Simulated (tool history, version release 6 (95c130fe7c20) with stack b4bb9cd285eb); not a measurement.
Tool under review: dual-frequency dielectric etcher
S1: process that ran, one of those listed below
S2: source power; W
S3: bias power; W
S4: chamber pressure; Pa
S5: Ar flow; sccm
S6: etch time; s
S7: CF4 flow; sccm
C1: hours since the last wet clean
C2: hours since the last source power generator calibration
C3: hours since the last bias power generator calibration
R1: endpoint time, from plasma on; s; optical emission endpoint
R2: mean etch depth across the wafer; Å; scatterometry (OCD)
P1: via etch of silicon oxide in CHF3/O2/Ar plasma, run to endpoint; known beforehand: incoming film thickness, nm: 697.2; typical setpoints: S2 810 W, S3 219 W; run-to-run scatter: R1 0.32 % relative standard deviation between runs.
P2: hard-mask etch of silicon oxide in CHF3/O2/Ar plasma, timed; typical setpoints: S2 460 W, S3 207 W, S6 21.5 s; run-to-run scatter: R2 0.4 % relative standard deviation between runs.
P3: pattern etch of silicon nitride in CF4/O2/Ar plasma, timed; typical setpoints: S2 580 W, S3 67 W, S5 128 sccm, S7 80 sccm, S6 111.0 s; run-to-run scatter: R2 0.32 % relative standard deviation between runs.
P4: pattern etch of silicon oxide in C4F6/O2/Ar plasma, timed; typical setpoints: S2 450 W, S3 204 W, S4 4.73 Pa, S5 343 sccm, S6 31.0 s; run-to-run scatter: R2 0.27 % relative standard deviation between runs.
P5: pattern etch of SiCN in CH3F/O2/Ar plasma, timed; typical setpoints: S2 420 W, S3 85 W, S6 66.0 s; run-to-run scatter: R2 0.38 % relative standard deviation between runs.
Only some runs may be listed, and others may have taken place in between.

run,hour,S1,S2,S3,S4,S5,S6,S7,C1,C2,C3,R1,R2
1,7.3,P1,810,219,,,,,214.3,825.7,1407.1,286.29,
2,14.2,P4,450,204,4.73,201,31.0,,221.2,832.6,1414.0,,1115.00
3,29.7,P1,610,219,,,,,236.7,848.1,1429.5,317.55,
4,42.0,P5,530,85,,,66.0,,249.0,860.4,1441.8,,291.36
5,55.0,P4,450,204,6.00,343,31.0,,262.0,873.4,1454.8,,1030.30
6,64.8,P4,450,204,4.73,343,31.0,,271.8,883.2,1464.6,,1061.60
7,80.5,P1,810,219,,,,,287.5,898.9,1480.3,284.03,
8,89.6,P3,580,67,,79,111.0,80,296.6,908.0,1489.4,,2638.20
9,100.1,P4,590,204,4.73,343,31.0,,307.1,918.5,1499.9,,1169.80
10,113.0,P5,420,85,,,87.0,,320.0,931.4,1512.8,,349.64
11,119.9,P3,580,67,,128,111.0,80,326.9,938.3,1519.7,,2503.70
12,135.5,P1,810,142,,,,,342.5,953.9,1535.3,329.23,
13,146.5,P1,1140,219,,,,,353.5,964.9,1546.3,249.51,
14,158.4,P3,580,39,,128,111.0,80,365.4,976.8,1558.2,,2023.10
15,166.7,P4,450,204,4.73,343,38.5,,373.7,985.1,1566.5,,1317.80
16,177.1,P5,420,102,,,66.0,,384.1,995.5,1576.9,,282.56
17,192.4,P1,810,219,,,,,399.4,1010.8,1592.2,286.12,
18,201.4,P1,810,219,,,,,408.4,1019.8,1601.2,285.10,
19,208.3,P4,450,121,4.73,343,31.0,,415.3,1026.7,1608.1,,899.79
20,222.6,P5,420,85,,,66.0,,429.6,1041.0,1622.4,,262.79
21,231.0,P1,1070,172,,,,,438.0,1049.4,1630.8,278.15,
22,246.0,P1,810,294,,,,,453.0,1064.4,1645.8,257.77,
23,254.2,P3,800,67,,128,111.0,80,461.2,1072.6,1654.0,,3305.30
24,262.8,P5,420,85,,,66.0,,469.8,1081.2,1662.6,,265.84
25,274.6,P3,580,67,,128,111.0,56,481.6,1093.0,1674.4,,2394.70
26,282.0,P1,810,219,,,,,489.0,1100.4,1681.8,284.38,
27,289.2,P2,460,207,,,14.0,,496.2,1107.6,1689.0,,266.14
28,299.1,P2,460,207,,,21.5,,506.1,1117.5,1698.9,,409.50
29,309.1,P2,660,207,,,21.5,,516.1,1127.5,1708.9,,469.02
30,321.3,P3,580,67,,128,143.0,80,528.3,1139.7,1721.1,,3224.60
31,335.8,P3,580,67,,128,111.0,80,542.8,1154.2,1735.6,,2499.10
32,345.9,P2,460,207,,,21.5,,552.9,1164.3,1745.7,,409.64
33,352.9,P2,460,281,,,21.5,,559.9,1171.3,1752.7,,452.83
34,361.1,P1,810,219,,,,,568.1,1179.5,1760.9,285.38,
35,369.9,P1,810,219,,,,,576.9,1188.3,1769.7,283.41,
36,381.0,P1,810,219,,,,,588.0,1199.4,1780.8,282.27,
37,389.6,P1,810,219,,,,,596.6,1208.0,1789.4,281.56,
# hour 394.1: wet clean of the chamber
38,396.5,P1,810,219,,,,,2.4,1214.9,1796.3,282.41,
39,404.1,P1,810,219,,,,,10.0,1222.5,1803.9,281.31,
40,414.9,P1,810,219,,,,,20.8,1233.3,1814.7,282.40,
41,426.7,P1,810,219,,,,,32.6,1245.1,1826.5,281.63,
42,437.7,P1,810,219,,,,,43.6,1256.1,1837.5,279.82,
43,446.5,P1,810,219,,,,,52.4,1264.9,1846.3,279.57,

The log shows P1 creeping away from where it was. Any of the 2 causes listed here, at the size stated for it, fits the log just as well as the others:
A: bias power that arrives over what is set, % = 4.77
B: source power that arrives over what is set, % = 4.3
The gradual shift began around hour 361.1.
Other possible causes, and why each is ruled out:
chamber walls in a state that raises the etch rate, %: maintenance at hour 394.1, after the shift began, did not return the process to its former output

Which of the 4 check runs listed below, each an average over 2 wafers with its results shown as question marks, gives clearly different results under the different listed causes?
check 1,455.3,P5,500,85,,,79.5,,,,,,?
check 2,455.3,P2,610,207,,,21.5,,,,,,?
check 3,455.3,P4,450,131,4.73,225,31.0,,,,,,?
check 4,455.3,P3,580,43,,82,111.0,80,,,,,?

Outcome of each check run for each possible cause:
check,result,if A,if B
check 1,R2,345.54,345.16
check 2,R2,461.01,460.93
check 3,R2,980.30,983.42
check 4,R2,2275.00,2321.10
Per check, the gap between the least separated pair of causes, taken in the result that splits them most: check 1 0.11 %; check 2 0.02 %; check 3 0.32 %; check 4 2.01 %
Check 4 distinguishes between the causes, while the remaining checks would return nearly the same result for all of them.

Here is what check 4 returned: R2 2319.10 Å. Which cause is it?

It was cause B: source power that arrives over what is set, %.
